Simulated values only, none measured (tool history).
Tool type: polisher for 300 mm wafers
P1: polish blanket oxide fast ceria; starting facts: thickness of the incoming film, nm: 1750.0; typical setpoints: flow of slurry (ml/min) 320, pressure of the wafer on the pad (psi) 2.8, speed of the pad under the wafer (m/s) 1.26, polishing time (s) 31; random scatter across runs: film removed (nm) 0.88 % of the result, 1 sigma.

| run | hour | flow of slurry (ml/min) | pressure of the wafer on the pad (psi) | speed of the pad under the wafer (m/s) | polishing time (s) | film removed (nm) |
|---|---|---|---|---|---|---|
| 1 | 5.5 | 320 | 2.8 | 1.26 | 31 | 513.84 |
| 2 | 11.5 | 320 | 1.3 | 1.26 | 31 | 239.44 |
| 3 | 15.7 | 320 | 2.8 | 1.26 | 14 | 232.91 |
| 4 | 19.3 | 320 | 2.8 | 1.84 | 31 | 760.42 |
| 5 | 24.2 | 320 | 2.8 | 0.60 | 31 | 244.10 |
| 6 | 28.3 | 320 | 4.0 | 1.26 | 31 | 738.93 |
| 7 | 35.3 | 320 | 2.8 | 1.26 | 31 | 515.17 |
| 8 | 40.3 | 320 | 2.8 | 1.26 | 31 | 523.89 |
|  | 44.7 | head pressure recalibrated |
| 9 | 44.9 | 320 | 2.8 | 1.26 | 31 | 518.05 |
| 10 | 51.7 | 470 | 2.8 | 1.26 | 31 | 534.98 |
| 11 | 55.8 | 190 | 2.8 | 1.26 | 31 | 479.87 |
| 12 | 61.5 | 320 | 2.8 | 1.26 | 31 | 520.36 |
| 13 | 64.7 | 445 | 2.8 | 1.26 | 41 | 692.69 |
| 14 | 68.9 | 320 | 2.8 | 1.26 | 49 | 819.18 |
| 15 | 73.2 | 320 | 2.8 | 1.26 | 31 | 522.03 |
| 16 | 77.1 | 320 | 2.8 | 1.26 | 31 | 513.41 |
| 17 | 80.4 | 320 | 2.8 | 1.26 | 31 | 506.28 |
| 18 | 85.2 | 320 | 2.8 | 1.26 | 31 | 510.73 |
| 19 | 88.4 | 320 | 2.8 | 1.26 | 31 | 505.64 |
| 20 | 92.5 | 320 | 2.8 | 1.26 | 31 | 499.57 |
|  | 96.3 | head pressure recalibrated |
| 21 | 98.3 | 320 | 2.8 | 1.26 | 31 | 498.92 |
| 22 | 103.7 | 320 | 2.8 | 1.26 | 31 | 493.50 |

What will run 23 give?
| 23 | 110.3 | 320 | 2.8 | 1.26 | 31 | ? |

{"run 23": {"film removed (nm)": 495.03}}
